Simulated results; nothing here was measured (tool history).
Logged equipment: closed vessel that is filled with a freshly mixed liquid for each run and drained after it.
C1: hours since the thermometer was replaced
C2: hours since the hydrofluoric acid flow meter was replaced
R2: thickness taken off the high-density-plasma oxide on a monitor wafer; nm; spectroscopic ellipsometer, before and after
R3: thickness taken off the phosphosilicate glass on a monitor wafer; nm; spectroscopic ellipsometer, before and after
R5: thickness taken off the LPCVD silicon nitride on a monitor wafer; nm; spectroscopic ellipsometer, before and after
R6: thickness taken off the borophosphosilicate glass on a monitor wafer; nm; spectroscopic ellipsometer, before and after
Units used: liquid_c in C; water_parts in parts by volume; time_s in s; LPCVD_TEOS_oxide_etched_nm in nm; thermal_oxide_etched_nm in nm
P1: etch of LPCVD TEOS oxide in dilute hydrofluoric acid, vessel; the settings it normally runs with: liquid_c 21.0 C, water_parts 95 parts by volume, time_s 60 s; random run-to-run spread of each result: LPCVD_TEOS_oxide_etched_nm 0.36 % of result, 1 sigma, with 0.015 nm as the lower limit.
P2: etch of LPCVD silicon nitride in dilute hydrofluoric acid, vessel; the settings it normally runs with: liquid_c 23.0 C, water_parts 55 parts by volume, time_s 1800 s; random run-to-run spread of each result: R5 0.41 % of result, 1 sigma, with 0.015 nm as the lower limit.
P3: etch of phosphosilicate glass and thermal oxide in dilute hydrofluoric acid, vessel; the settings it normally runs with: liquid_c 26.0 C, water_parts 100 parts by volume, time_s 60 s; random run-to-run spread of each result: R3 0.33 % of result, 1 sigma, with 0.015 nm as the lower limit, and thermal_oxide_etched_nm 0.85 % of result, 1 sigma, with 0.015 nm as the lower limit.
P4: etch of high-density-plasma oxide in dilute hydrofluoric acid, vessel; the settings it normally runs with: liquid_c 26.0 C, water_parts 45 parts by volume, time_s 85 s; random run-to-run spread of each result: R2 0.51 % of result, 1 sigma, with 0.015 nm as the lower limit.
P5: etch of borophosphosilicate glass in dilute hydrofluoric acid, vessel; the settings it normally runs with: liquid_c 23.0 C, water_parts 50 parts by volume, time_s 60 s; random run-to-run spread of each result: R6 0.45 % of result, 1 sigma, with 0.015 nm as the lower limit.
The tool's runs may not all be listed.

run 1 hour=7.5 | process=P1 liquid_c=21.0 water_parts=95 time_s=60 | C1=692.4 C2=257.8 | LPCVD_TEOS_oxide_etched_nm=19.9820
run 2 hour=12.8 | process=P4 liquid_c=26.0 water_parts=45 time_s=155 | C1=697.7 C2=263.1 | R2=20.7860
run 3 hour=19.8 | process=P1 liquid_c=29.5 water_parts=95 time_s=60 | C1=704.7 C2=270.1 | LPCVD_TEOS_oxide_etched_nm=27.9100
run 4 hour=24.3 | process=P1 liquid_c=21.0 water_parts=95 time_s=30 | C1=709.2 C2=274.6 | LPCVD_TEOS_oxide_etched_nm=9.9696
run 5 hour=32.0 | process=P3 liquid_c=26.0 water_parts=100 time_s=35 | C1=716.9 C2=282.3 | R3=36.882 thermal_oxide_etched_nm=1.8365
run 6 hour=40.4 | process=P4 liquid_c=26.0 water_parts=45 time_s=85 | C1=725.3 C2=290.7 | R2=11.4840
run 7 hour=46.3 | process=P3 liquid_c=26.0 water_parts=100 time_s=60 | C1=731.2 C2=296.6 | R3=63.621 thermal_oxide_etched_nm=3.2115
run 8 hour=55.4 | process=P3 liquid_c=21.5 water_parts=100 time_s=60 | C1=740.3 C2=305.7 | R3=53.392 thermal_oxide_etched_nm=2.6860
run 9 hour=61.3 | process=P2 liquid_c=23.0 water_parts=55 time_s=1800 | C1=746.2 C2=311.6 | R5=13.9930
run 10 hour=66.2 | process=P1 liquid_c=21.0 water_parts=95 time_s=100 | C1=751.1 C2=316.5 | LPCVD_TEOS_oxide_etched_nm=33.1950
run 11 hour=75.7 | process=P1 liquid_c=21.0 water_parts=45 time_s=60 | C1=760.6 C2=326.0 | LPCVD_TEOS_oxide_etched_nm=44.8320
run 12 hour=81.9 | process=P1 liquid_c=17.0 water_parts=95 time_s=60 | C1=766.8 C2=332.2 | LPCVD_TEOS_oxide_etched_nm=16.8480
run 13 hour=90.2 | process=P5 liquid_c=23.0 water_parts=85 time_s=60 | C1=775.1 C2=340.5 | R6=20.828
run 14 hour=95.5 | process=P1 liquid_c=21.0 water_parts=95 time_s=60 | C1=780.4 C2=345.8 | LPCVD_TEOS_oxide_etched_nm=19.9500
run 15 hour=103.4 | process=P5 liquid_c=30.5 water_parts=50 time_s=60 | C1=788.3 C2=353.7 | R6=49.875
run 16 hour=109.0 | process=P1 liquid_c=21.0 water_parts=95 time_s=60 | C1=793.9 C2=359.3 | LPCVD_TEOS_oxide_etched_nm=19.8760
run 17 hour=113.7 | process=P2 liquid_c=31.0 water_parts=55 time_s=1800 | C1=798.6 C2=364.0 | R5=23.6360
run 18 hour=121.7 | process=P4 liquid_c=18.5 water_parts=45 time_s=85 | C1=806.6 C2=372.0 | R2=8.3145
run 19 hour=130.4 | process=P1 liquid_c=21.0 water_parts=20 time_s=85 | C1=815.3 C2=380.7 | LPCVD_TEOS_oxide_etched_nm=146.3000
run 20 hour=138.3 | process=P2 liquid_c=23.0 water_parts=85 time_s=1800 | C1=823.2 C2=388.6 | R5=9.1358
run 21 hour=145.9 | process=P1 liquid_c=21.0 water_parts=95 time_s=60 | C1=830.8 C2=396.2 | LPCVD_TEOS_oxide_etched_nm=19.8400
run 22 hour=155.0 | process=P5 liquid_c=23.0 water_parts=50 time_s=60 | C1=839.9 C2=405.3 | R6=36.902
run 23 hour=162.4 | process=P3 liquid_c=26.0 water_parts=155 time_s=60 | C1=847.3 C2=412.7 | R3=38.317 thermal_oxide_etched_nm=1.8978
run 24 hour=168.9 | process=P4 liquid_c=26.0 water_parts=75 time_s=85 | C1=853.8 C2=419.2 | R2=6.5929
-- hour=172.9 thermometer replaced
run 25 hour=173.1 | process=P3 liquid_c=26.0 water_parts=100 time_s=60 | C1=0.3 C2=423.4 | R3=63.608 thermal_oxide_etched_nm=3.1821
run 26 hour=179.3 | process=P5 liquid_c=23.0 water_parts=50 time_s=105 | C1=6.5 C2=429.6 | R6=64.699
run 27 hour=185.8 | process=P2 liquid_c=23.0 water_parts=55 time_s=610 | C1=13.0 C2=436.1 | R5=4.7395
run 28 hour=191.9 | process=P1 liquid_c=21.0 water_parts=135 time_s=60 | C1=19.1 C2=442.2 | LPCVD_TEOS_oxide_etched_nm=13.3670
run 29 hour=196.0 | process=P1 liquid_c=21.0 water_parts=95 time_s=60 | C1=23.2 C2=446.3 | LPCVD_TEOS_oxide_etched_nm=19.9240
run 30 hour=200.5 | process=P1 liquid_c=21.0 water_parts=95 time_s=60 | C1=27.7 C2=450.8 | LPCVD_TEOS_oxide_etched_nm=19.9060
run 31 hour=208.9 | process=P1 liquid_c=21.0 water_parts=95 time_s=60 | C1=36.1 C2=459.2 | LPCVD_TEOS_oxide_etched_nm=19.1510
run 32 hour=216.3 | process=P1 liquid_c=21.0 water_parts=95 time_s=60 | C1=43.5 C2=466.6 | LPCVD_TEOS_oxide_etched_nm=18.6980
run 33 hour=223.1 | process=P1 liquid_c=21.0 water_parts=95 time_s=60 | C1=50.3 C2=473.4 | LPCVD_TEOS_oxide_etched_nm=18.5870
run 34 hour=230.8 | process=P1 liquid_c=21.0 water_parts=95 time_s=60 | C1=58.0 C2=481.1 | LPCVD_TEOS_oxide_etched_nm=18.3270
run 35 hour=238.9 | process=P1 liquid_c=21.0 water_parts=95 time_s=60 | C1=66.1 C2=489.2 | LPCVD_TEOS_oxide_etched_nm=18.3190
run 36 hour=243.3 | process=P1 liquid_c=21.0 water_parts=95 time_s=60 | C1=70.5 C2=493.6 | LPCVD_TEOS_oxide_etched_nm=18.2920
run 37 hour=250.0 | process=P1 liquid_c=21.0 water_parts=95 time_s=60 | C1=77.2 C2=500.3 | LPCVD_TEOS_oxide_etched_nm=18.3420
run 38 hour=255.3 | process=P1 liquid_c=21.0 water_parts=95 time_s=60 | C1=82.5 C2=505.6 | LPCVD_TEOS_oxide_etched_nm=18.2880

P1 has crept away from where it was. The log is fitted equally well by each of these 2 causes, at the sizes shown:
A: liquid colder than its thermometer reads (K) = 2.04
B: hydrofluoric acid flow below the setpoint (%) = 7.25
The creep began at about hour 200.5.

Question marks stand in for the results of the 4 check runs listed below, each run on one wafer. Under which run would the listed causes show clearly different results?
run check 1 hour=260.6 | process=P4 liquid_c=26.0 water_parts=45 time_s=85 | R2=?
run check 2 hour=260.6 | process=P5 liquid_c=23.0 water_parts=50 time_s=60 | R6=?
run check 3 hour=260.6 | process=P2 liquid_c=23.0 water_parts=55 time_s=1800 | R5=?
run check 4 hour=260.6 | process=P3 liquid_c=26.0 water_parts=100 time_s=60 | R3=? thermal_oxide_etched_nm=?

Expected result of each check under each candidate cause:
check=check_1 result=R2 if_A=10.4910 if_B=10.5270
check=check_2 result=R6 if_A=33.967 if_B=34.136
check=check_3 result=R5 if_A=12.1090 if_B=12.9310
check=check_4 result=R3 if_A=58.671 if_B=58.366
check=check_4 result=thermal_oxide_etched_nm if_A=2.9403 if_B=2.9250
Smallest distance between any two causes, each pair judged by its most separating result, in per cent: check 1 0.34 %; check 2 0.5 %; check 3 6.56 %; check 4 0.52 %
The other checks would show nearly matching results whichever cause is true, so check 3 is the only one that separates the causes.

Then check 3 was run and gave: R5 13.0140 nm. Which cause is it?

B is the cause: hydrofluoric acid flow below the setpoint (%).
